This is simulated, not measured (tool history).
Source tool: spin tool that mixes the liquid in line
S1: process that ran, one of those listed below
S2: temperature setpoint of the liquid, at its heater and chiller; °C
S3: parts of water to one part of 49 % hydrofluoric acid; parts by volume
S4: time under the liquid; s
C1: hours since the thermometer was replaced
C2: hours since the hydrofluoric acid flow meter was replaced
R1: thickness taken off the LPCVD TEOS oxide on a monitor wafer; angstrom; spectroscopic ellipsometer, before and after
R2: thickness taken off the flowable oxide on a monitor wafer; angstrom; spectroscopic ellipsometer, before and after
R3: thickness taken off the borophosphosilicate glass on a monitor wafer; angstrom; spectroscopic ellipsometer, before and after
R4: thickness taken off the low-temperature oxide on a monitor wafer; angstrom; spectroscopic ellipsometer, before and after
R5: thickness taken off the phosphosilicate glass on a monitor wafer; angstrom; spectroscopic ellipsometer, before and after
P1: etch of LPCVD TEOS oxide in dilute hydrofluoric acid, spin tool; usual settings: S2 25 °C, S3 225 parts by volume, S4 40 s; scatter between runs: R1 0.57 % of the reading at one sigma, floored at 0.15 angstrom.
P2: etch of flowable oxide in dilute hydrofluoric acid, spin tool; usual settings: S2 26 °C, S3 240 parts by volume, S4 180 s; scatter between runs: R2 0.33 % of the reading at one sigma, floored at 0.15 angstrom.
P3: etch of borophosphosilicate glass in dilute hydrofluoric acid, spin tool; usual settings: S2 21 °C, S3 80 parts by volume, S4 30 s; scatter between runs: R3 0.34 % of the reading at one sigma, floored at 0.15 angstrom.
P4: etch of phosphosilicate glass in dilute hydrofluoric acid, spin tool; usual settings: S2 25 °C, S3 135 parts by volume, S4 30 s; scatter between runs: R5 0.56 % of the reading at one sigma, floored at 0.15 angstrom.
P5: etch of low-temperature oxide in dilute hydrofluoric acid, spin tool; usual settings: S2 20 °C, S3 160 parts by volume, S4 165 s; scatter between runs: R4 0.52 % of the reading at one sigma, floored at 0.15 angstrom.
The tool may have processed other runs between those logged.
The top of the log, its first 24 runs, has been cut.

Run 25, hour 101.1: S1 P1, S2 25 °C, S3 225 parts by volume, S4 40 s; C1 419.4; C2 503.7. Result: R1 86.983 angstrom.
Run 26, hour 103.7: S1 P4, S2 25 °C, S3 200 parts by volume, S4 30 s; C1 422; C2 506.3. Result: R5 181.94 angstrom.
Run 27, hour 108.7: S1 P4, S2 25 °C, S3 135 parts by volume, S4 30 s; C1 427; C2 511.3. Result: R5 290.02 angstrom.
Run 28, hour 111.3: S1 P1, S2 30.5 °C, S3 225 parts by volume, S4 40 s; C1 429.6; C2 513.9. Result: R1 105.67 angstrom.
Run 29, hour 116.1: S1 P5, S2 20 °C, S3 160 parts by volume, S4 30 s; C1 434.4; C2 518.7. Result: R4 26.904 angstrom.
Run 30, hour 119.8: S1 P1, S2 25 °C, S3 140 parts by volume, S4 40 s; C1 438.1; C2 522.4. Result: R1 154.01 angstrom.
Run 31, hour 122.4: S1 P4, S2 25 °C, S3 135 parts by volume, S4 15 s; C1 440.7; C2 525. Result: R5 145.1 angstrom.
Run 32, hour 127.4: S1 P1, S2 25 °C, S3 225 parts by volume, S4 40 s; C1 445.7; C2 530. Result: R1 87.469 angstrom.

The next listed run, before its measurement:
Run 33, hour 130.4: S1 P1, S2 25 °C, S3 225 parts by volume, S4 40 s; C1 448.7; C2 533. Result: R1 ?.

{"run 33": {"R1": 89.885}}
